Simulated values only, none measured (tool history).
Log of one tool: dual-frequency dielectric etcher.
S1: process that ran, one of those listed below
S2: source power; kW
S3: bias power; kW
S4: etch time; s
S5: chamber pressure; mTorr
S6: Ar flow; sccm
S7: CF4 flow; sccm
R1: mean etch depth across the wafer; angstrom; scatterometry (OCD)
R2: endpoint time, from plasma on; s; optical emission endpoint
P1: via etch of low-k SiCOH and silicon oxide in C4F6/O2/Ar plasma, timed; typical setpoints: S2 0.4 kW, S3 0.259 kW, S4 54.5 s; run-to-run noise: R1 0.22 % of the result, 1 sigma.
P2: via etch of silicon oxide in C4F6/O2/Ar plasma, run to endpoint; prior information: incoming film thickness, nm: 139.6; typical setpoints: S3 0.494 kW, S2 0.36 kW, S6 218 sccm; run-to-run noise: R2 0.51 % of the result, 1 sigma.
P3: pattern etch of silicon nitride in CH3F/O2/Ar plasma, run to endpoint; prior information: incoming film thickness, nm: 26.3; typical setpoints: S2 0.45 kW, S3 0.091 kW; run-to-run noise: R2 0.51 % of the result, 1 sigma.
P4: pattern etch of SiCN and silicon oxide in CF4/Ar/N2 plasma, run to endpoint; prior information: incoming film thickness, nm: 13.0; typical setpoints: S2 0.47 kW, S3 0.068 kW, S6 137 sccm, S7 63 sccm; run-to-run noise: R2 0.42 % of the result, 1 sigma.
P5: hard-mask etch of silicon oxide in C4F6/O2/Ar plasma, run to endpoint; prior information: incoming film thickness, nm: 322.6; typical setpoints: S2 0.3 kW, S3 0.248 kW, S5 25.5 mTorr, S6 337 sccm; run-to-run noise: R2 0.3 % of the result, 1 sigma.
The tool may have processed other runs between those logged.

| run | day | S1 | S2 | S3 | S4 | S5 | S6 | S7 | R1 | R2 |
|---|---|---|---|---|---|---|---|---|---|---|
| 1 | 0.112 | P1 | 0.4 | 0.259 | 54.5 |  |  |  | 1591.1 |  |
| 2 | 0.329 | P3 | 0.45 | 0.091 |  |  |  |  |  | 32.966 |
| 3 | 0.458 | P1 | 0.4 | 0.259 | 54.5 |  |  |  | 1596.4 |  |
| 4 | 0.608 | P3 | 0.45 | 0.116 |  |  |  |  |  | 30.562 |
| 5 | 0.8 | P1 | 0.52 | 0.259 | 54.5 |  |  |  | 1758.2 |  |
| 6 | 0.967 | P1 | 0.4 | 0.187 | 54.5 |  |  |  | 1425.6 |  |
| 7 | 1.083 | P5 | 0.3 | 0.248 |  | 25.5 | 465 |  |  | 103.59 |
|  | 1.175 | wet clean of the chamber |
| 8 | 1.258 | P5 | 0.37 | 0.248 |  | 25.5 | 337 |  |  | 91.839 |
| 9 | 1.479 | P1 | 0.4 | 0.259 | 38 |  |  |  | 1108.6 |  |
| 10 | 1.625 | P5 | 0.3 | 0.248 |  | 25.5 | 337 |  |  | 99.321 |
| 11 | 1.792 | P1 | 0.4 | 0.259 | 54.5 |  |  |  | 1594.5 |  |
| 12 | 1.912 | P1 | 0.4 | 0.259 | 54.5 |  |  |  | 1592.4 |  |
| 13 | 2.033 | P3 | 0.27 | 0.091 |  |  |  |  |  | 39.922 |
|  | 2.125 | source power generator calibrated |
| 14 | 2.229 | P4 | 0.47 | 0.068 |  |  | 86 | 63 |  | 14.876 |
| 15 | 2.404 | P1 | 0.28 | 0.259 | 54.5 |  |  |  | 1391 |  |
| 16 | 2.575 | P4 | 0.47 | 0.068 |  |  | 137 | 77 |  | 15.473 |
| 17 | 2.788 | P2 | 0.36 | 0.494 |  |  | 146 |  |  | 30.141 |
| 18 | 2.921 | P4 | 0.63 | 0.068 |  |  | 137 | 63 |  | 12.38 |
| 19 | 3.096 | P4 | 0.47 | 0.068 |  |  | 137 | 63 |  | 16.064 |
| 20 | 3.304 | P2 | 0.36 | 0.494 |  |  | 218 |  |  | 31.37 |
| 21 | 3.425 | P1 | 0.4 | 0.259 | 77 |  |  |  | 2253.6 |  |
|  | 3.5 | bias power generator calibrated |
| 22 | 3.562 | P4 | 0.47 | 0.068 |  |  | 137 | 63 |  | 16.226 |
| 23 | 3.662 | P2 | 0.36 | 0.494 |  |  | 218 |  |  | 31.606 |
| 24 | 3.779 | P1 | 0.4 | 0.259 | 54.5 |  |  |  | 1587.3 |  |
| 25 | 3.983 | P5 | 0.3 | 0.248 |  | 36 | 337 |  |  | 104.3 |
| 26 | 4.108 | P1 | 0.4 | 0.322 | 30 |  |  |  | 947.55 |  |
| 27 | 4.275 | P2 | 0.49 | 0.494 |  |  | 218 |  |  | 28.092 |
| 28 | 4.379 | P5 | 0.3 | 0.332 |  | 25.5 | 337 |  |  | 89.614 |
| 29 | 4.592 | P2 | 0.36 | 0.29 |  |  | 218 |  |  | 38.085 |
| 30 | 4.8 | P4 | 0.47 | 0.048 |  |  | 137 | 63 |  | 18.163 |
| 31 | 4.975 | P1 | 0.4 | 0.364 | 54.5 |  |  |  | 1793.2 |  |
| 32 | 5.129 | P3 | 0.45 | 0.091 |  |  |  |  |  | 33.156 |
| 33 | 5.225 | P1 | 0.54 | 0.259 | 30 |  |  |  | 983.94 |  |
| 34 | 5.362 | P1 | 0.4 | 0.259 | 54.5 |  |  |  | 1592.5 |  |
| 35 | 5.492 | P1 | 0.4 | 0.259 | 54.5 |  |  |  | 1589.4 |  |
| 36 | 5.642 | P1 | 0.4 | 0.259 | 54.5 |  |  |  | 1576 |  |
| 37 | 5.792 | P1 | 0.4 | 0.259 | 54.5 |  |  |  | 1574.7 |  |
| 38 | 5.892 | P1 | 0.4 | 0.259 | 54.5 |  |  |  | 1574.1 |  |
| 39 | 6.092 | P1 | 0.4 | 0.259 | 54.5 |  |  |  | 1573.8 |  |
| 40 | 6.204 | P1 | 0.4 | 0.259 | 54.5 |  |  |  | 1571.3 |  |
| 41 | 6.304 | P1 | 0.4 | 0.259 | 54.5 |  |  |  | 1568.1 |  |
|  | 6.333 | wet clean of the chamber |
| 42 | 6.421 | P1 | 0.4 | 0.259 | 54.5 |  |  |  | 1566.9 |  |
| 43 | 6.604 | P1 | 0.4 | 0.259 | 54.5 |  |  |  | 1569.8 |  |
| 44 | 6.733 | P1 | 0.4 | 0.259 | 54.5 |  |  |  | 1564.6 |  |

What P1 gives has crept away from where it was. These 2 causes fit the log equally well, each at the size given:
A: bias power that arrives under what is set, % = 4.74
B: source power that arrives under what is set, % = 4.22
At approximately day 5.492, the process output began to creep.
Each remaining cause and why it is not a fit:
chamber walls in a state that lowers the etch rate, %: maintenance at day 6.333, after the shift began, did not return the process to its former output

You are offered 4 check runs, listed below with question marks in place of their results; each one averages 2 wafers. Which run separates the listed causes by giving clearly different results for each?
| check 1 | 6.862 | P5 | 0.3 | 0.248 |  | 25.5 | 390 |  |  | ? |
| check 2 | 6.862 | P4 | 0.47 | 0.054 |  |  | 137 | 63 |  | ? |
| check 3 | 6.862 | P3 | 0.35 | 0.091 |  |  |  |  |  | ? |
| check 4 | 6.862 | P2 | 0.36 | 0.334 |  |  | 218 |  |  | ? |

How each check would come out, cause by cause:
| check | result | if A | if B |
|---|---|---|---|
| check 1 | R2 | 102.8 | 102.78 |
| check 2 | R2 | 17.716 | 18.104 |
| check 3 | R2 | 37.117 | 37.061 |
| check 4 | R2 | 36.984 | 36.951 |
Separation of the two closest causes in each check, using whichever result separates them best: check 1 0.02 %; check 2 2.17 %; check 3 0.15 %; check 4 0.09 %
Only in check 2 would the causes give clearly different results; in the remaining checks their results would be nearly the same.

Here is what check 2 returned: R2 17.658 s. Which cause is it?

The cause is A: bias power that arrives under what is set, %.
